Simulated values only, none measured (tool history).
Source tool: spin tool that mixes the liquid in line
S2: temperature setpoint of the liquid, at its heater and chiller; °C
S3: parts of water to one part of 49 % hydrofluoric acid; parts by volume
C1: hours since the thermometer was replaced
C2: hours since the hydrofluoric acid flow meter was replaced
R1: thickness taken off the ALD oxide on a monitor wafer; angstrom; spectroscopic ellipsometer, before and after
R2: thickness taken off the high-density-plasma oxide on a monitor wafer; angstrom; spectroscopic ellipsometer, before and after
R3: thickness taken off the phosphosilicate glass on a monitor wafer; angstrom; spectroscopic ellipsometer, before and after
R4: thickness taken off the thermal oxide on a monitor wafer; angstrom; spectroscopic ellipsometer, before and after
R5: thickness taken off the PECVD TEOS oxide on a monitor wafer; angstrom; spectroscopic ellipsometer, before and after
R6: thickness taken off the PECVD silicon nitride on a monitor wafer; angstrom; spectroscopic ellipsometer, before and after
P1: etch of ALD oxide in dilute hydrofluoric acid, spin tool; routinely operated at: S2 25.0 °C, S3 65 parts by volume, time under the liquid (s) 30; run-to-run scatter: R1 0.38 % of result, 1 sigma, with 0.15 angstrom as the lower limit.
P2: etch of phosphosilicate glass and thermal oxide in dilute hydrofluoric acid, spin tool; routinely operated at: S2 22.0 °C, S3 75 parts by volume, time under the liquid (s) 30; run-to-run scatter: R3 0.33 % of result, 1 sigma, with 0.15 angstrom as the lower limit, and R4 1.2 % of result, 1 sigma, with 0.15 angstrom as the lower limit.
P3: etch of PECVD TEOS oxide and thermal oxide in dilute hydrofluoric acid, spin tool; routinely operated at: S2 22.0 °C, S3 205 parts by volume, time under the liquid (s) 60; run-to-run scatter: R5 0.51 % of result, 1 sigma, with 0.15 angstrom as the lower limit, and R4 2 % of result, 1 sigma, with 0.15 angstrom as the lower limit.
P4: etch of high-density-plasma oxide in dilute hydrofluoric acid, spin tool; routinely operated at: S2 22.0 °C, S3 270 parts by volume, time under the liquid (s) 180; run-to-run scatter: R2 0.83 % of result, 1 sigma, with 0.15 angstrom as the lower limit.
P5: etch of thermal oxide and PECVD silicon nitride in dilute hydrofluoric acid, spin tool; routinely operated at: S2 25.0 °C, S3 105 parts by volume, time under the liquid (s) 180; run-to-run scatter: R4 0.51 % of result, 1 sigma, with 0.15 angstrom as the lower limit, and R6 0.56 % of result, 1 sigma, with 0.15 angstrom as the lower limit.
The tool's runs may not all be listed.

Run 1, hour 8.4: process that ran P1, S2 25.0 °C, S3 65 parts by volume, time under the liquid (s) 30; C1 358.1; C2 278.0. Result: R1 96.388 angstrom.
Run 2, hour 18.2: process that ran P1, S2 25.0 °C, S3 95 parts by volume, time under the liquid (s) 30; C1 367.9; C2 287.8. Result: R1 64.015 angstrom.
Run 3, hour 23.6: process that ran P4, S2 22.0 °C, S3 65 parts by volume, time under the liquid (s) 180; C1 373.3; C2 293.2. Result: R2 149.260 angstrom.
Run 4, hour 33.5: process that ran P1, S2 25.0 °C, S3 65 parts by volume, time under the liquid (s) 30; C1 383.2; C2 303.1. Result: R1 96.822 angstrom.
Run 5, hour 39.8: process that ran P2, S2 22.0 °C, S3 75 parts by volume, time under the liquid (s) 55; C1 389.5; C2 309.4. Result: R3 1363.80 angstrom, R4 31.996 angstrom.
Run 6, hour 46.1: process that ran P4, S2 22.0 °C, S3 270 parts by volume, time under the liquid (s) 180; C1 395.8; C2 315.7. Result: R2 28.418 angstrom.
Run 7, hour 53.2: process that ran P1, S2 31.5 °C, S3 65 parts by volume, time under the liquid (s) 30; C1 402.9; C2 322.8. Result: R1 124.750 angstrom.
Run 8, hour 58.7: process that ran P3, S2 22.0 °C, S3 205 parts by volume, time under the liquid (s) 95; C1 408.4; C2 328.3. Result: R4 18.299 angstrom, R5 67.556 angstrom.
Run 9, hour 64.3: process that ran P4, S2 30.0 °C, S3 270 parts by volume, time under the liquid (s) 180; C1 414.0; C2 333.9. Result: R2 38.204 angstrom.
Run 10, hour 69.1: process that ran P5, S2 25.0 °C, S3 105 parts by volume, time under the liquid (s) 180; C1 418.8; C2 338.7. Result: R4 83.712 angstrom, R6 102.700 angstrom.
Run 11, hour 74.9: process that ran P1, S2 17.5 °C, S3 65 parts by volume, time under the liquid (s) 30; C1 424.6; C2 344.5. Result: R1 70.436 angstrom.
Run 12, hour 79.7: process that ran P1, S2 25.0 °C, S3 65 parts by volume, time under the liquid (s) 15; C1 429.4; C2 349.3. Result: R1 48.880 angstrom.
Run 13, hour 88.4: process that ran P1, S2 25.0 °C, S3 95 parts by volume, time under the liquid (s) 15; C1 438.1; C2 358.0. Result: R1 31.848 angstrom.
Run 14, hour 92.9: process that ran P1, S2 25.0 °C, S3 65 parts by volume, time under the liquid (s) 30; C1 442.6; C2 362.5. Result: R1 97.158 angstrom.
Run 15, hour 98.2: process that ran P4, S2 22.0 °C, S3 270 parts by volume, time under the liquid (s) 180; C1 447.9; C2 367.8. Result: R2 28.151 angstrom.
Run 16, hour 105.9: process that ran P1, S2 25.0 °C, S3 65 parts by volume, time under the liquid (s) 60; C1 455.6; C2 375.5. Result: R1 192.890 angstrom.
Run 17, hour 115.0: process that ran P3, S2 22.0 °C, S3 205 parts by volume, time under the liquid (s) 60; C1 464.7; C2 384.6. Result: R4 11.489 angstrom, R5 42.880 angstrom.
Run 18, hour 122.3: process that ran P2, S2 22.0 °C, S3 110 parts by volume, time under the liquid (s) 30; C1 472.0; C2 391.9. Result: R3 485.09 angstrom, R4 11.562 angstrom.
Run 19, hour 131.5: process that ran P5, S2 17.0 °C, S3 105 parts by volume, time under the liquid (s) 180; C1 481.2; C2 401.1. Result: R4 60.357 angstrom, R6 59.991 angstrom.
Run 20, hour 140.4: process that ran P1, S2 25.0 °C, S3 65 parts by volume, time under the liquid (s) 30; C1 490.1; C2 410.0. Result: R1 96.726 angstrom.
Run 21, hour 146.7: process that ran P1, S2 25.0 °C, S3 65 parts by volume, time under the liquid (s) 30; C1 496.4; C2 416.3. Result: R1 96.937 angstrom.
Run 22, hour 156.5: process that ran P5, S2 25.0 °C, S3 105 parts by volume, time under the liquid (s) 295; C1 506.2; C2 426.1. Result: R4 138.100 angstrom, R6 169.570 angstrom.
Run 23, hour 161.5: process that ran P4, S2 22.0 °C, S3 270 parts by volume, time under the liquid (s) 315; C1 511.2; C2 431.1. Result: R2 50.843 angstrom.
Run 24, hour 168.5: process that ran P3, S2 22.0 °C, S3 205 parts by volume, time under the liquid (s) 60; C1 518.2; C2 438.1. Result: R4 11.580 angstrom, R5 43.222 angstrom.
Run 25, hour 175.7: process that ran P1, S2 25.0 °C, S3 65 parts by volume, time under the liquid (s) 30; C1 525.4; C2 445.3. Result: R1 96.576 angstrom.
Run 26, hour 184.8: process that ran P1, S2 25.0 °C, S3 25 parts by volume, time under the liquid (s) 30; C1 534.5; C2 454.4. Result: R1 264.370 angstrom.
Run 27, hour 193.9: process that ran P3, S2 29.5 °C, S3 205 parts by volume, time under the liquid (s) 60; C1 543.6; C2 463.5. Result: R4 15.019 angstrom, R5 56.399 angstrom.
Run 28, hour 202.5: process that ran P2, S2 17.0 °C, S3 75 parts by volume, time under the liquid (s) 30; C1 552.2; C2 472.1. Result: R3 600.79 angstrom, R4 14.428 angstrom.
Run 29, hour 209.6: process that ran P3, S2 22.0 °C, S3 45 parts by volume, time under the liquid (s) 60; C1 559.3; C2 479.2. Result: R4 63.689 angstrom, R5 235.500 angstrom.
Run 30, hour 217.7: process that ran P5, S2 25.0 °C, S3 105 parts by volume, time under the liquid (s) 180; C1 567.4; C2 487.3. Result: R4 84.219 angstrom, R6 103.010 angstrom.
Run 31, hour 226.3: process that ran P5, S2 25.0 °C, S3 160 parts by volume, time under the liquid (s) 180; C1 576.0; C2 495.9. Result: R4 51.643 angstrom, R6 67.938 angstrom.
Run 32, hour 231.7: process that ran P2, S2 22.0 °C, S3 75 parts by volume, time under the liquid (s) 30; C1 581.4; C2 501.3. Result: R3 743.56 angstrom, R4 17.908 angstrom.
Run 33, hour 237.9: process that ran P1, S2 25.0 °C, S3 65 parts by volume, time under the liquid (s) 30; C1 587.6; C2 507.5. Result: R1 96.234 angstrom.
Run 34, hour 243.2: process that ran P1, S2 25.0 °C, S3 65 parts by volume, time under the liquid (s) 30; C1 592.9; C2 512.8. Result: R1 98.043 angstrom.
Run 35, hour 251.8: process that ran P1, S2 25.0 °C, S3 65 parts by volume, time under the liquid (s) 30; C1 601.5; C2 521.4. Result: R1 101.920 angstrom.
Run 36, hour 258.6: process that ran P1, S2 25.0 °C, S3 65 parts by volume, time under the liquid (s) 30; C1 608.3; C2 528.2. Result: R1 102.330 angstrom.
Run 37, hour 263.8: process that ran P1, S2 25.0 °C, S3 65 parts by volume, time under the liquid (s) 30; C1 613.5; C2 533.4. Result: R1 102.880 angstrom.
Run 38, hour 273.2: process that ran P1, S2 25.0 °C, S3 65 parts by volume, time under the liquid (s) 30; C1 622.9; C2 542.8. Result: R1 104.060 angstrom.
Run 39, hour 277.9: process that ran P1, S2 25.0 °C, S3 65 parts by volume, time under the liquid (s) 30; C1 627.6; C2 547.5. Result: R1 104.500 angstrom.
Run 40, hour 283.4: process that ran P1, S2 25.0 °C, S3 65 parts by volume, time under the liquid (s) 30; C1 633.1; C2 553.0. Result: R1 104.360 angstrom.
Run 41, hour 291.8: process that ran P1, S2 25.0 °C, S3 65 parts by volume, time under the liquid (s) 30; C1 641.5; C2 561.4. Result: R1 104.470 angstrom.
Run 42, hour 297.1: process that ran P1, S2 25.0 °C, S3 65 parts by volume, time under the liquid (s) 30; C1 646.8; C2 566.7. Result: R1 104.480 angstrom.
Run 43, hour 304.5: process that ran P1, S2 25.0 °C, S3 65 parts by volume, time under the liquid (s) 30; C1 654.2; C2 574.1. Result: R1 104.330 angstrom.

The log shows P1 creeping away from where it was. Any of the 2 causes listed here, at the size stated for it, fits the log just as well as the others:
A: liquid hotter than its thermometer reads (K) = 1.94
B: hydrofluoric acid flow above the setpoint (%) = 7.41
The gradual shift began around hour 237.9.

Question marks stand in for the results of the 4 check runs listed below, each run on one wafer. Under which run would the listed causes show clearly different results?
Run check 1, hour 311.9: process that ran P2, S2 22.0 °C, S3 105 parts by volume, time under the liquid (s) 30. Result: R3 ?, R4 ?.
Run check 2, hour 311.9: process that ran P3, S2 28.5 °C, S3 50 parts by volume, time under the liquid (s) 60. Result: R4 ?, R5 ?.
Run check 3, hour 311.9: process that ran P5, S2 17.0 °C, S3 155 parts by volume, time under the liquid (s) 180. Result: R4 ?, R6 ?.
Run check 4, hour 311.9: process that ran P4, S2 30.0 °C, S3 125 parts by volume, time under the liquid (s) 180. Result: R2 ?.

What each check would give under each cause:
  check  result     if A     if B
check 1      R3   552.59   554.03
check 1      R4   13.069   13.103
check 2      R4   80.926   80.940
check 2      R5  295.710  295.760
check 3      R4   42.378   42.517
check 3      R6   47.001   44.139
check 4      R2  105.220  106.570
Separation of the two closest causes in each check, using whichever result separates them best: check 1 0.26 %; check 2 0.02 %; check 3 6.28 %; check 4 1.27 %
Check 3 tells the causes apart: in the others they would give nearly the same result.

Then check 3 was run and gave: R4 42.800 angstrom; R6 46.655 angstrom. Which cause is it?

It is A: liquid hotter than its thermometer reads (K).
